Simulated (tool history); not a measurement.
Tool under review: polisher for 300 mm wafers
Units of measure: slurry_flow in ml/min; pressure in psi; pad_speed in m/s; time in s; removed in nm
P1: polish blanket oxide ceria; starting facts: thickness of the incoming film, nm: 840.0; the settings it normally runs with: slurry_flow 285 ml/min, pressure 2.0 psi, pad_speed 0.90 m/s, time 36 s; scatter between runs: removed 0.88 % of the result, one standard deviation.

{"run": 1, "hour": 11.3, "slurry_flow": 285, "pressure": 2.0, "pad_speed": 0.9, "time": 36, "removed": 110.3}
{"run": 2, "hour": 23.9, "slurry_flow": 285, "pressure": 2.0, "pad_speed": 0.9, "time": 20, "removed": 62.041}
{"run": 3, "hour": 36.5, "slurry_flow": 285, "pressure": 2.0, "pad_speed": 0.9, "time": 36, "removed": 108.95}
{"run": 4, "hour": 44.1, "slurry_flow": 285, "pressure": 3.0, "pad_speed": 0.9, "time": 36, "removed": 163.55}
{"run": 5, "hour": 55.2, "slurry_flow": 350, "pressure": 2.0, "pad_speed": 0.9, "time": 53, "removed": 163.09}
{"run": 6, "hour": 63.8, "slurry_flow": 375, "pressure": 2.0, "pad_speed": 0.9, "time": 36, "removed": 111.37}
{"run": 7, "hour": 72.0, "slurry_flow": 285, "pressure": 2.0, "pad_speed": 0.9, "time": 51, "removed": 157.05}
{"run": 8, "hour": 78.6, "slurry_flow": 285, "pressure": 2.0, "pad_speed": 0.9, "time": 36, "removed": 107.93}
{"run": 9, "hour": 90.2, "slurry_flow": 285, "pressure": 2.0, "pad_speed": 1.38, "time": 36, "removed": 167.67}
{"run": 10, "hour": 98.5, "slurry_flow": 285, "pressure": 2.0, "pad_speed": 0.9, "time": 36, "removed": 111.15}
{"run": 11, "hour": 106.1, "slurry_flow": 285, "pressure": 2.0, "pad_speed": 1.3, "time": 55, "removed": 237.94}
{"run": 12, "hour": 112.0, "slurry_flow": 285, "pressure": 2.0, "pad_speed": 0.9, "time": 36, "removed": 107.93}
{"hour": 114.4, "done": "slurry nozzle cleaned"}
{"run": 13, "hour": 118.8, "slurry_flow": 285, "pressure": 2.0, "pad_speed": 0.9, "time": 36, "removed": 110.49}
{"run": 14, "hour": 128.9, "slurry_flow": 170, "pressure": 2.0, "pad_speed": 0.9, "time": 36, "removed": 103.94}
{"run": 15, "hour": 136.5, "slurry_flow": 285, "pressure": 0.9, "pad_speed": 0.9, "time": 36, "removed": 49.21}
{"run": 16, "hour": 148.7, "slurry_flow": 355, "pressure": 2.9, "pad_speed": 0.9, "time": 36, "removed": 161.67}
{"run": 17, "hour": 158.6, "slurry_flow": 285, "pressure": 2.0, "pad_speed": 0.4, "time": 36, "removed": 48.868}
{"run": 18, "hour": 164.8, "slurry_flow": 285, "pressure": 2.0, "pad_speed": 0.9, "time": 36, "removed": 110.06}
{"run": 19, "hour": 176.5, "slurry_flow": 285, "pressure": 2.0, "pad_speed": 0.9, "time": 36, "removed": 108.59}
{"run": 20, "hour": 183.3, "slurry_flow": 285, "pressure": 2.0, "pad_speed": 0.9, "time": 36, "removed": 106.73}
{"run": 21, "hour": 190.8, "slurry_flow": 285, "pressure": 2.0, "pad_speed": 0.9, "time": 36, "removed": 105.45}
{"run": 22, "hour": 201.0, "slurry_flow": 285, "pressure": 2.0, "pad_speed": 0.9, "time": 36, "removed": 107.16}
{"run": 23, "hour": 209.2, "slurry_flow": 285, "pressure": 2.0, "pad_speed": 0.9, "time": 36, "removed": 105.74}
{"run": 24, "hour": 216.8, "slurry_flow": 285, "pressure": 2.0, "pad_speed": 0.9, "time": 36, "removed": 104.52}
{"run": 25, "hour": 227.5, "slurry_flow": 285, "pressure": 2.0, "pad_speed": 0.9, "time": 36, "removed": 106.46}
{"hour": 230.9, "done": "worn pad replaced by a new one"}
{"run": 26, "hour": 233.8, "slurry_flow": 285, "pressure": 2.0, "pad_speed": 0.9, "time": 36, "removed": 103.65}
{"run": 27, "hour": 245.3, "slurry_flow": 285, "pressure": 2.0, "pad_speed": 0.9, "time": 36, "removed": 103.66}
{"run": 28, "hour": 254.6, "slurry_flow": 285, "pressure": 2.0, "pad_speed": 0.9, "time": 36, "removed": 105.97}

Something has made what P1 gives creep away from where it was; the 2 causes below, each at its own stated size, fit the log equally well:
A: slurry flow missing at the pad, % = 34.9
B: head's pressure below its setpoint, % = 4.82
The onset of the drift is placed at about hour 164.8.
All other causes, with the reason each is excluded:
removal rate lost through wear of the pad, %: its service at hour 230.9 followed the start of the drift and did not put the process back to its old value

4 check runs are offered, each on 5 wafers whose results are averaged, their results left as question marks. Which one tells the causes apart?
{"run": "check 1", "hour": 263.9, "slurry_flow": 350, "pressure": 2.0, "pad_speed": 0.9, "time": 36, "removed": "?"}
{"run": "check 2", "hour": 263.9, "slurry_flow": 285, "pressure": 1.1, "pad_speed": 0.9, "time": 25, "removed": "?"}
{"run": "check 3", "hour": 263.9, "slurry_flow": 285, "pressure": 2.0, "pad_speed": 1.34, "time": 36, "removed": "?"}
{"run": "check 4", "hour": 263.9, "slurry_flow": 170, "pressure": 2.0, "pad_speed": 0.9, "time": 36, "removed": "?"}

Check results expected under each cause:
check=check_1 result=removed if_A=107.460 if_B=106.520
check=check_2 result=removed if_A=39.980 if_B=39.985
check=check_3 result=removed if_A=155.850 if_B=155.870
check=check_4 result=removed if_A=95.385 if_B=98.364
Minimum pairwise separation of causes per check, each pair taken at its best-separating result: check 1 0.87 %; check 2 0.01 %; check 3 0.01 %; check 4 3.08 %
Of the check runs offered, only check 4 discriminates between the causes; the rest would read about the same regardless of which cause applies.

Here is what check 4 returned: removed 95.495 nm. Which cause is it?

A is the cause: slurry flow missing at the pad, %.

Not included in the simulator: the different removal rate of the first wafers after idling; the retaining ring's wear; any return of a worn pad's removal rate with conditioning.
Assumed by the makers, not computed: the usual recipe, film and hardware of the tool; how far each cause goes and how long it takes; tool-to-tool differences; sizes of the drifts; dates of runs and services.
